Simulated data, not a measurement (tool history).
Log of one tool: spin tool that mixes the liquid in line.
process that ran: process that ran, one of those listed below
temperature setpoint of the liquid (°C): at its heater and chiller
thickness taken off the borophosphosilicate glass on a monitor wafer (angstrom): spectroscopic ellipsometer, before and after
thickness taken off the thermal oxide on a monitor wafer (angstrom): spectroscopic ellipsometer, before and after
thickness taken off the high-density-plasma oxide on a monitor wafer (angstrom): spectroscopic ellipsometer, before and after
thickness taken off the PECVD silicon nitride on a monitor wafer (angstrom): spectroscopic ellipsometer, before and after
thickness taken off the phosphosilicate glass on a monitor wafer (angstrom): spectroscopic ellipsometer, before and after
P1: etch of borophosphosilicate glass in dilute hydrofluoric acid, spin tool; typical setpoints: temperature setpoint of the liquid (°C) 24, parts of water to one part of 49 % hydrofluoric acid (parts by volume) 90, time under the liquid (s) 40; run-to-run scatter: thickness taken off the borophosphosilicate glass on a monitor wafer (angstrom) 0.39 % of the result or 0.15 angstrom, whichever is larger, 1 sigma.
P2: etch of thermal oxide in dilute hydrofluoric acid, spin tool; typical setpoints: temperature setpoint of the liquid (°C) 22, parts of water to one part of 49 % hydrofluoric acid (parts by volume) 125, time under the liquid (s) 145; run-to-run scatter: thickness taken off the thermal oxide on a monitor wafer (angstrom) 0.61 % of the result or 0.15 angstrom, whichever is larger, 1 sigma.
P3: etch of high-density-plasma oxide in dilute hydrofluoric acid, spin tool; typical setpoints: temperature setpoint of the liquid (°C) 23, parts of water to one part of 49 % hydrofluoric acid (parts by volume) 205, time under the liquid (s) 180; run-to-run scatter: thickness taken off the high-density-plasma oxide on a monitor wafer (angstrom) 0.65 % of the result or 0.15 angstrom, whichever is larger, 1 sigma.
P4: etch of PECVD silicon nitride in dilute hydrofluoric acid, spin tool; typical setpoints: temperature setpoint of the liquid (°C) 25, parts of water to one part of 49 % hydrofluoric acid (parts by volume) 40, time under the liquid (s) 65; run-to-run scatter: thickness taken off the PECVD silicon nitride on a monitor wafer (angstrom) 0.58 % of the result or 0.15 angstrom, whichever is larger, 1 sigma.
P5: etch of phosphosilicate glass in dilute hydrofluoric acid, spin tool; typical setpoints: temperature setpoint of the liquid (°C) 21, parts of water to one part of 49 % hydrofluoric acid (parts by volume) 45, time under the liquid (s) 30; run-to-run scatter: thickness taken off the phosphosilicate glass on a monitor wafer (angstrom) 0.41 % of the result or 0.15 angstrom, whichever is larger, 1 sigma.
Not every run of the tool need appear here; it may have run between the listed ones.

| run | day | process that ran | temperature setpoint of the liquid (°C) | parts of water to one part of 49 % hydrofluoric acid (parts by volume) | time under the liquid (s) | thickness taken off the borophosphosilicate glass on a monitor wafer (angstrom) | thickness taken off the thermal oxide on a monitor wafer (angstrom) | thickness taken off the high-density-plasma oxide on a monitor wafer (angstrom) | thickness taken off the PECVD silicon nitride on a monitor wafer (angstrom) | thickness taken off the phosphosilicate glass on a monitor wafer (angstrom) |
|---|---|---|---|---|---|---|---|---|---|---|
| 1 | 0.312 | P1 | 24 | 90 | 40 | 238.73 |  |  |  |  |
| 2 | 0.746 | P2 | 22 | 210 | 145 |  | 27.937 |  |  |  |
| 3 | 1.05 | P1 | 24 | 90 | 40 | 239.24 |  |  |  |  |
| 4 | 1.554 | P3 | 18 | 205 | 180 |  |  | 34.079 |  |  |
| 5 | 1.967 | P1 | 24 | 90 | 40 | 238.3 |  |  |  |  |
| 6 | 2.304 | P1 | 30.5 | 90 | 15 | 115.5 |  |  |  |  |
| 7 | 2.617 | P3 | 23 | 205 | 180 |  |  | 40.812 |  |  |
| 8 | 3.042 | P4 | 25 | 40 | 65 |  |  |  | 46.979 |  |
| 9 | 3.608 | P5 | 21 | 45 | 15 |  |  |  |  | 511.79 |
| 10 | 4.079 | P1 | 24 | 90 | 70 | 419.6 |  |  |  |  |
| 11 | 4.404 | P2 | 22 | 125 | 145 |  | 50.565 |  |  |  |
| 12 | 4.992 | P5 | 28.5 | 45 | 30 |  |  |  |  | 1387.5 |
| 13 | 5.5 | P5 | 21 | 45 | 30 |  |  |  |  | 1030.2 |
| 14 | 6.138 | P1 | 24 | 90 | 40 | 239.19 |  |  |  |  |
| 15 | 6.425 | P4 | 25 | 20 | 65 |  |  |  | 90.892 |  |
| 16 | 6.783 | P1 | 24 | 30 | 40 | 776.1 |  |  |  |  |
| 17 | 7.254 | P1 | 24 | 125 | 40 | 165.42 |  |  |  |  |
| 18 | 7.729 | P4 | 31.5 | 40 | 65 |  |  |  | 72.175 |  |
| 19 | 8.296 | P5 | 21 | 30 | 30 |  |  |  |  | 1564.6 |
| 20 | 8.908 | P3 | 23 | 205 | 95 |  |  | 21.819 |  |  |

Predict the results of run 21:
| 21 | 9.221 | P3 | 23 | 85 | 180 |  |  | ? |  |  |

{"run 21": {"thickness taken off the high-density-plasma oxide on a monitor wafer (angstrom)": 112.93}}

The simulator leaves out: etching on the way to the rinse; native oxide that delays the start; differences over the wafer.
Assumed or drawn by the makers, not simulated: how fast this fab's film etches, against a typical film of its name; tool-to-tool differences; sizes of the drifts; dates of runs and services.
